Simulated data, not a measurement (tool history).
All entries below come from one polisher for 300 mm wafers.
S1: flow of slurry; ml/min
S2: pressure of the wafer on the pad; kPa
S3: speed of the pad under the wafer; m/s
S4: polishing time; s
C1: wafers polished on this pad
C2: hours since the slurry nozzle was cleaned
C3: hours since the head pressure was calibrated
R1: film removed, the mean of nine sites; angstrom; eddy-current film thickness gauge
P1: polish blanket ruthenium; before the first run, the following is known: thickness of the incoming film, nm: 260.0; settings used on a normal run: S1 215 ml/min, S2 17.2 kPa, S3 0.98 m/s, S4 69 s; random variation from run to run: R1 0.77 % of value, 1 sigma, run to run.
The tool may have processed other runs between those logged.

Run 1, hour 5.9: S1 215 ml/min, S2 17.2 kPa, S3 0.98 m/s, S4 69 s; C1 147; C2 179.5; C3 73.4. Result: R1 790.56 angstrom.
Run 2, hour 12.3: S1 215 ml/min, S2 17.2 kPa, S3 0.98 m/s, S4 69 s; C1 188; C2 185.9; C3 79.8. Result: R1 781.81 angstrom.
Run 3, hour 17.0: S1 215 ml/min, S2 26.2 kPa, S3 0.98 m/s, S4 69 s; C1 218; C2 190.6; C3 84.5. Result: R1 1182.60 angstrom.
Run 4, hour 21.9: S1 215 ml/min, S2 13.1 kPa, S3 1.42 m/s, S4 69 s; C1 249; C2 195.5; C3 89.4. Result: R1 852.36 angstrom.
At hour 26.3: slurry nozzle cleaned.
Run 5, hour 28.0: S1 215 ml/min, S2 12.4 kPa, S3 0.98 m/s, S4 69 s; C1 288; C2 1.7; C3 95.5. Result: R1 560.25 angstrom.
Run 6, hour 33.7: S1 215 ml/min, S2 17.2 kPa, S3 0.44 m/s, S4 69 s; C1 325; C2 7.4; C3 101.2. Result: R1 348.96 angstrom.
Run 7, hour 37.1: S1 130 ml/min, S2 17.2 kPa, S3 0.98 m/s, S4 69 s; C1 347; C2 10.8; C3 104.6. Result: R1 733.55 angstrom.
Run 8, hour 42.9: S1 215 ml/min, S2 17.2 kPa, S3 0.98 m/s, S4 39 s; C1 384; C2 16.6; C3 110.4. Result: R1 439.44 angstrom.
Run 9, hour 48.6: S1 215 ml/min, S2 17.2 kPa, S3 0.98 m/s, S4 69 s; C1 421; C2 22.3; C3 116.1. Result: R1 782.26 angstrom.
Run 10, hour 54.9: S1 290 ml/min, S2 17.2 kPa, S3 0.98 m/s, S4 36 s; C1 461; C2 28.6; C3 122.4. Result: R1 423.63 angstrom.
Run 11, hour 58.9: S1 215 ml/min, S2 17.2 kPa, S3 0.98 m/s, S4 69 s; C1 487; C2 32.6; C3 126.4. Result: R1 782.60 angstrom.
Run 12, hour 61.9: S1 215 ml/min, S2 17.2 kPa, S3 0.98 m/s, S4 69 s; C1 506; C2 35.6; C3 129.4. Result: R1 786.42 angstrom.
At hour 65.9: worn pad replaced by a new one.
Run 13, hour 68.0: S1 215 ml/min, S2 17.2 kPa, S3 0.98 m/s, S4 99 s; C1 14; C2 41.7; C3 135.5. Result: R1 1115.80 angstrom.
Run 14, hour 74.3: S1 130 ml/min, S2 17.2 kPa, S3 1.42 m/s, S4 69 s; C1 54; C2 48.0; C3 141.8. Result: R1 1029.40 angstrom.
Run 15, hour 78.3: S1 285 ml/min, S2 17.2 kPa, S3 0.98 m/s, S4 69 s; C1 80; C2 52.0; C3 145.8. Result: R1 809.10 angstrom.
Run 16, hour 83.4: S1 215 ml/min, S2 17.2 kPa, S3 1.52 m/s, S4 69 s; C1 112; C2 57.1; C3 150.9. Result: R1 1203.30 angstrom.
Run 17, hour 87.3: S1 215 ml/min, S2 17.2 kPa, S3 0.98 m/s, S4 69 s; C1 137; C2 61.0; C3 154.8. Result: R1 783.61 angstrom.
Run 18, hour 93.6: S1 215 ml/min, S2 17.2 kPa, S3 0.98 m/s, S4 69 s; C1 178; C2 67.3; C3 161.1. Result: R1 758.54 angstrom.
Run 19, hour 98.9: S1 215 ml/min, S2 17.2 kPa, S3 0.98 m/s, S4 69 s; C1 212; C2 72.6; C3 166.4. Result: R1 758.70 angstrom.
Run 20, hour 103.8: S1 215 ml/min, S2 17.2 kPa, S3 0.98 m/s, S4 69 s; C1 243; C2 77.5; C3 171.3. Result: R1 746.53 angstrom.
Run 21, hour 108.7: S1 215 ml/min, S2 17.2 kPa, S3 0.98 m/s, S4 69 s; C1 275; C2 82.4; C3 176.2. Result: R1 749.52 angstrom.
Run 22, hour 114.1: S1 215 ml/min, S2 17.2 kPa, S3 0.98 m/s, S4 69 s; C1 309; C2 87.8; C3 181.6. Result: R1 746.04 angstrom.
At hour 117.2: worn pad replaced by a new one.
Run 23, hour 118.3: S1 215 ml/min, S2 17.2 kPa, S3 0.98 m/s, S4 69 s; C1 7; C2 92.0; C3 185.8. Result: R1 738.68 angstrom.
Run 24, hour 123.8: S1 215 ml/min, S2 17.2 kPa, S3 0.98 m/s, S4 69 s; C1 42; C2 97.5; C3 191.3. Result: R1 744.52 angstrom.

Run 25 has not been measured yet. What should we expect?
Run 25, hour 130.1: S1 215 ml/min, S2 17.2 kPa, S3 0.98 m/s, S4 69 s; C1 82; C2 103.8; C3 197.6. Result: R1 ?.

R1: 746.85 angstrom

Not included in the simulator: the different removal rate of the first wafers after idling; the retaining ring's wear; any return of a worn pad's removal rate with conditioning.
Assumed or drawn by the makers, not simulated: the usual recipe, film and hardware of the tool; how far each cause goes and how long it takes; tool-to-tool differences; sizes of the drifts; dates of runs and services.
